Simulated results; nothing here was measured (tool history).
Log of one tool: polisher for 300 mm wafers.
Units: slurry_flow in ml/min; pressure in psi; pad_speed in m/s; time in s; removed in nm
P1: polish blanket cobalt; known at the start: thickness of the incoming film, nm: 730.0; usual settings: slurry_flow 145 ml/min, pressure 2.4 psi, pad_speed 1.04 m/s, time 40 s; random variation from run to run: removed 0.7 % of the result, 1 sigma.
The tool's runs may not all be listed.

run 1 hour=8.2 | slurry_flow=145 pressure=2.4 pad_speed=1.04 time=40 | removed=228.55
run 2 hour=14.4 | slurry_flow=220 pressure=2.4 pad_speed=1.04 time=40 | removed=240.82
run 3 hour=21.9 | slurry_flow=145 pressure=2.4 pad_speed=1.04 time=40 | removed=229.05
run 4 hour=26.9 | slurry_flow=145 pressure=2.4 pad_speed=1.04 time=40 | removed=226.75
run 5 hour=32.8 | slurry_flow=145 pressure=2.4 pad_speed=1.56 time=40 | removed=339.68
run 6 hour=39.4 | slurry_flow=220 pressure=2.4 pad_speed=1.04 time=29 | removed=173.68
run 7 hour=48.3 | slurry_flow=145 pressure=2.4 pad_speed=1.04 time=61 | removed=346.76
run 8 hour=52.5 | slurry_flow=85 pressure=2.4 pad_speed=1.04 time=40 | removed=201.36
run 9 hour=59.3 | slurry_flow=145 pressure=2.4 pad_speed=1.04 time=40 | removed=225.59
run 10 hour=65.9 | slurry_flow=145 pressure=3.5 pad_speed=1.04 time=40 | removed=330.02
run 11 hour=72.4 | slurry_flow=145 pressure=1.1 pad_speed=1.04 time=40 | removed=103.07
run 12 hour=80.7 | slurry_flow=145 pressure=2.4 pad_speed=0.54 time=40 | removed=118.04
run 13 hour=89.7 | slurry_flow=145 pressure=2.4 pad_speed=1.04 time=23 | removed=129.96
run 14 hour=96.7 | slurry_flow=85 pressure=2.4 pad_speed=1.04 time=21 | removed=105.02
run 15 hour=101 | slurry_flow=145 pressure=2.4 pad_speed=1.04 time=40 | removed=227.59
run 16 hour=107.4 | slurry_flow=145 pressure=2.4 pad_speed=1.04 time=40 | removed=217.03
run 17 hour=111.4 | slurry_flow=145 pressure=2.4 pad_speed=1.04 time=40 | removed=216.02
run 18 hour=119.7 | slurry_flow=145 pressure=2.4 pad_speed=1.04 time=40 | removed=213.66
run 19 hour=124.4 | slurry_flow=145 pressure=2.4 pad_speed=1.04 time=40 | removed=213.54
run 20 hour=128.3 | slurry_flow=145 pressure=2.4 pad_speed=1.04 time=40 | removed=208.35
run 21 hour=132.3 | slurry_flow=145 pressure=2.4 pad_speed=1.04 time=40 | removed=207.28
-- hour=137.4 worn pad replaced by a new one
run 22 hour=141.1 | slurry_flow=145 pressure=2.4 pad_speed=1.04 time=40 | removed=206.68
run 23 hour=149.8 | slurry_flow=145 pressure=2.4 pad_speed=1.04 time=40 | removed=207.25
run 24 hour=157 | slurry_flow=145 pressure=2.4 pad_speed=1.04 time=40 | removed=203.66
run 25 hour=164.7 | slurry_flow=145 pressure=2.4 pad_speed=1.04 time=40 | removed=205.51
run 26 hour=170.1 | slurry_flow=145 pressure=2.4 pad_speed=1.04 time=40 | removed=203.69

What P1 gives has crept away from where it was. These 2 causes fit the log equally well, each at the size given:
A: slurry flow missing at the pad, % = 37.4
B: head's pressure below its setpoint, % = 9.99
The creep began at about hour 101.
Why every other cause is out:
removal rate lost through wear of the pad, %: serviced at hour 137.4, which brought nothing back

4 check runs are offered, each on 3 wafers whose results are averaged, their results left as question marks. Which one tells the causes apart?
run check 1 hour=175.5 | slurry_flow=210 pressure=2.4 pad_speed=1.04 time=28 | removed=?
run check 2 hour=175.5 | slurry_flow=145 pressure=1.3 pad_speed=1.04 time=27 | removed=?
run check 3 hour=175.5 | slurry_flow=145 pressure=3.3 pad_speed=1.04 time=40 | removed=?
run check 4 hour=175.5 | slurry_flow=145 pressure=2.4 pad_speed=0.56 time=40 | removed=?

What each check would give under each cause:
check=check_1 result=removed if_A=156.03 if_B=151.39
check=check_2 result=removed if_A=74.732 if_B=74.728
check=check_3 result=removed if_A=281.04 if_B=281.03
check=check_4 result=removed if_A=110.06 if_B=110.05
How far apart the two closest causes lie, in the result that separates them most: check 1 3.02 %; check 2 0.01 %; check 3 0.01 %; check 4 0.01 %
Only check 1 tells the causes apart: in the others they would give nearly the same result.

Check 1 was then run and gave: removed 151.88 nm. Which cause is it?

It is B: head's pressure below its setpoint, %.

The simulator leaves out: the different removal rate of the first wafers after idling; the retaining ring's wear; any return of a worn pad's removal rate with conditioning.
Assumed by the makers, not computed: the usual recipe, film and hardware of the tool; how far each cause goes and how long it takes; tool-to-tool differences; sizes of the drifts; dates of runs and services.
